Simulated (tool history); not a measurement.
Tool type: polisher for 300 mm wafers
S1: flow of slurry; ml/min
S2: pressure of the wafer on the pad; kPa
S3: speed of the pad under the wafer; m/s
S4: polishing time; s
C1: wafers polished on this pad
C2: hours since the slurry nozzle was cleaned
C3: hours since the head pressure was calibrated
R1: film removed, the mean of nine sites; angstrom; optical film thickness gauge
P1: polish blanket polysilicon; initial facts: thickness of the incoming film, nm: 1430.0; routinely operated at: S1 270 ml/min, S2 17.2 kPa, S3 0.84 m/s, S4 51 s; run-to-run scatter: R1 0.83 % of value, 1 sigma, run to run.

{"run": 1, "hour": 6.8, "S1": 270, "S2": 17.2, "S3": 0.84, "S4": 51, "C1": 165, "C2": 115.8, "C3": 182.6, "R1": 2846.1}
{"run": 2, "hour": 16.9, "S1": 270, "S2": 17.2, "S3": 0.84, "S4": 68, "C1": 250, "C2": 125.9, "C3": 192.7, "R1": 3817.2}
{"run": 3, "hour": 25.0, "S1": 395, "S2": 17.2, "S3": 0.84, "S4": 51, "C1": 318, "C2": 134.0, "C3": 200.8, "R1": 2954.7}
{"run": 4, "hour": 37.5, "S1": 270, "S2": 17.2, "S3": 1.34, "S4": 51, "C1": 422, "C2": 146.5, "C3": 213.3, "R1": 4652.9}
{"run": 5, "hour": 46.3, "S1": 270, "S2": 17.2, "S3": 0.38, "S4": 51, "C1": 496, "C2": 155.3, "C3": 222.1, "R1": 1284.7}
{"run": 6, "hour": 54.1, "S1": 270, "S2": 26.9, "S3": 0.84, "S4": 71, "C1": 562, "C2": 163.1, "C3": 229.9, "R1": 6216.9}
{"run": 7, "hour": 60.1, "S1": 270, "S2": 12.4, "S3": 0.84, "S4": 51, "C1": 612, "C2": 169.1, "C3": 235.9, "R1": 2110.6}
{"run": 8, "hour": 69.2, "S1": 270, "S2": 17.2, "S3": 0.84, "S4": 51, "C1": 689, "C2": 178.2, "C3": 245.0, "R1": 2840.2}
{"run": 9, "hour": 79.0, "S1": 270, "S2": 17.2, "S3": 0.84, "S4": 51, "C1": 771, "C2": 188.0, "C3": 254.8, "R1": 2866.3}
{"run": 10, "hour": 89.7, "S1": 270, "S2": 17.2, "S3": 0.84, "S4": 31, "C1": 861, "C2": 198.7, "C3": 265.5, "R1": 1757.9}
{"run": 11, "hour": 102.3, "S1": 160, "S2": 17.2, "S3": 0.84, "S4": 51, "C1": 966, "C2": 211.3, "C3": 278.1, "R1": 2680.0}
{"run": 12, "hour": 113.7, "S1": 270, "S2": 10.3, "S3": 0.84, "S4": 68, "C1": 1062, "C2": 222.7, "C3": 289.5, "R1": 2341.0}
{"run": 13, "hour": 121.3, "S1": 270, "S2": 26.2, "S3": 0.84, "S4": 51, "C1": 1126, "C2": 230.3, "C3": 297.1, "R1": 4295.9}
{"run": 14, "hour": 132.3, "S1": 270, "S2": 17.2, "S3": 0.84, "S4": 51, "C1": 1218, "C2": 241.3, "C3": 308.1, "R1": 2857.6}
{"run": 15, "hour": 139.4, "S1": 270, "S2": 17.2, "S3": 0.84, "S4": 51, "C1": 1278, "C2": 248.4, "C3": 315.2, "R1": 2881.5}
{"run": 16, "hour": 151.0, "S1": 270, "S2": 17.2, "S3": 0.84, "S4": 51, "C1": 1375, "C2": 260.0, "C3": 326.8, "R1": 2883.2}
{"run": 17, "hour": 163.1, "S1": 270, "S2": 17.2, "S3": 0.84, "S4": 51, "C1": 1477, "C2": 272.1, "C3": 338.9, "R1": 2791.5}
{"run": 18, "hour": 175.0, "S1": 270, "S2": 17.2, "S3": 0.84, "S4": 51, "C1": 1576, "C2": 284.0, "C3": 350.8, "R1": 2781.9}
{"hour": 182.1, "done": "worn pad replaced by a new one"}
{"run": 19, "hour": 187.7, "S1": 270, "S2": 17.2, "S3": 0.84, "S4": 51, "C1": 47, "C2": 296.7, "C3": 363.5, "R1": 2742.1}

What does the tool deliver on the next run?
{"run": 20, "hour": 195.2, "S1": 270, "S2": 17.2, "S3": 0.84, "S4": 51, "C1": 110, "C2": 304.2, "C3": 371.0, "R1": "?"}

R1: 2728.5 angstrom
